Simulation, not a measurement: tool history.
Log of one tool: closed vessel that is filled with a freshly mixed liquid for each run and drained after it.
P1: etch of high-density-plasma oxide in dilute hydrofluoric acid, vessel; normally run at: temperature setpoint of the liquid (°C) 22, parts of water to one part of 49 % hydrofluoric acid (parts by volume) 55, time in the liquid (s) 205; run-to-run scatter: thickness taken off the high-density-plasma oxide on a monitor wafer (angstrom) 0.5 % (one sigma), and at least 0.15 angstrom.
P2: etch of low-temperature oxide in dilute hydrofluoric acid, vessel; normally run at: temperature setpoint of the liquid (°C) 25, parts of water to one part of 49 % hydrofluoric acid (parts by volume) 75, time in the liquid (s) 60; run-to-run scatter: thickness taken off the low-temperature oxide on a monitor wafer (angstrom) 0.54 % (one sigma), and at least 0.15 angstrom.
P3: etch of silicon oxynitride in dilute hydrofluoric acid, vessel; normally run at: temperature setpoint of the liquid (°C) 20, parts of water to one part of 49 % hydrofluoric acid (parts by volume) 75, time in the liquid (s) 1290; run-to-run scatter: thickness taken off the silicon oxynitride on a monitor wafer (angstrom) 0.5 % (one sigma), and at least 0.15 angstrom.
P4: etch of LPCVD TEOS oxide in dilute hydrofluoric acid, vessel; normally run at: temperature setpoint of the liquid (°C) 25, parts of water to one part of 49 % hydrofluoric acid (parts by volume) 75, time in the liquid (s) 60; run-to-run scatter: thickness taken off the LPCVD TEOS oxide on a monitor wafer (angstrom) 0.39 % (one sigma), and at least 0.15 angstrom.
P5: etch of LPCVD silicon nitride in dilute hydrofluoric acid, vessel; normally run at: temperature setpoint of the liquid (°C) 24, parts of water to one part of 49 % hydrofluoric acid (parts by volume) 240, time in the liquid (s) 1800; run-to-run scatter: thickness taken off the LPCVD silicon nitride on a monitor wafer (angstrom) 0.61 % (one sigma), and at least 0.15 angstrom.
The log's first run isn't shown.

run   hour  process that ran  temperature setpoint of the liquid (°C)  parts of water to one part of 49 % hydrofluoric acid (parts by volume)  time in the liquid (s)  hours since the thermometer was replaced  hours since the hydrofluoric acid flow meter was replaced  thickness taken off the high-density-plasma oxide on a monitor wafer (angstrom)  thickness taken off the low-temperature oxide on a monitor wafer (angstrom)  thickness taken off the LPCVD TEOS oxide on a monitor wafer (angstrom)  thickness taken off the LPCVD silicon nitride on a monitor wafer (angstrom)  thickness taken off the silicon oxynitride on a monitor wafer (angstrom)
  2   19.1                P1                                       22                                                                      55                     205                                     194.4                                                      277.6                                                                           217.85
  3   30.9                P1                                       22                                                                      55                     365                                     206.2                                                      289.4                                                                            387.4
  4   42.1                P1                                       22                                                                      35                     285                                     217.4                                                      300.6                                                                           491.87
  5   48.2                P2                                       25                                                                      75                      90                                     223.5                                                      306.7                                                                                                                                                        459.85
  6   58.7                P4                                       25                                                                      75                      30                                       234                                                      317.2                                                                                                                                                                                                                                242.67
  7   67.6                P1                                       22                                                                      20                     205                                     242.9                                                      326.1                                                                           627.13
  8     79                P1                                       17                                                                      55                     205                                     254.3                                                      337.5                                                                           176.72
  9   85.4                P1                                       22                                                                      55                     205                                     260.7                                                      343.9                                                                            218.5
 10   97.1                P4                                       25                                                                      75                      60                                     272.4                                                      355.6                                                                                                                                                                                                                                488.52
 11  106.4                P5                                       32                                                                     240                    1800                                     281.7                                                      364.9                                                                                                                                                                                                                                                                                                              60.21
 12  113.4                P1                                     27.5                                                                      55                     205                                     288.7                                                      371.9                                                                           271.16
 13  120.5                P2                                       25                                                                      25                      60                                     295.8                                                        379                                                                                                                                                        987.12
 14  127.4                P2                                       33                                                                      75                      60                                     302.7                                                      385.9                                                                                                                                                        412.66
 15  134.5                P5                                       24                                                                     240                    1800                                     309.8                                                        393                                                                                                                                                                                                                                                                                                             36.672
 16  142.3                P1                                       22                                                                      55                     205                                     317.6                                                      400.8                                                                           219.67
 17  148.2                P3                                       20                                                                      75                    2035                                     323.5                                                      406.7                                                                                                                                                                                                                                                                                                                                                                                       336.74
 18  159.2                P5                                       24                                                                     240                    2980                                     334.5                                                      417.7                                                                                                                                                                                                                                                                                                             61.277
 19  169.7                P1                                       22                                                                     100                     205                                       345                                                      428.2                                                                           113.35
 20  178.3                P2                                       25                                                                      75                      60                                     353.6                                                      436.8                                                                                                                                                        305.32
 21  189.3                P1                                       22                                                                      55                     205                                     364.6                                                      447.8                                                                           216.15
 22    201                P3                                       20                                                                      75                    1290                                     376.3                                                      459.5                                                                                                                                                                                                                                                                                                                                                                                        214.1
 23  212.1                P1                                       22                                                                      85                      90                                     387.4                                                      470.6                                                                             59.6

The next listed run, before its measurement:
 24  220.9                P3                                       20                                                                      75                    1290                                     396.2                                                      479.4                                                                                                                                                                                                                                                                                                                                                                                            ?

{"run 24": {"thickness taken off the silicon oxynitride on a monitor wafer (angstrom)": 213.74}}
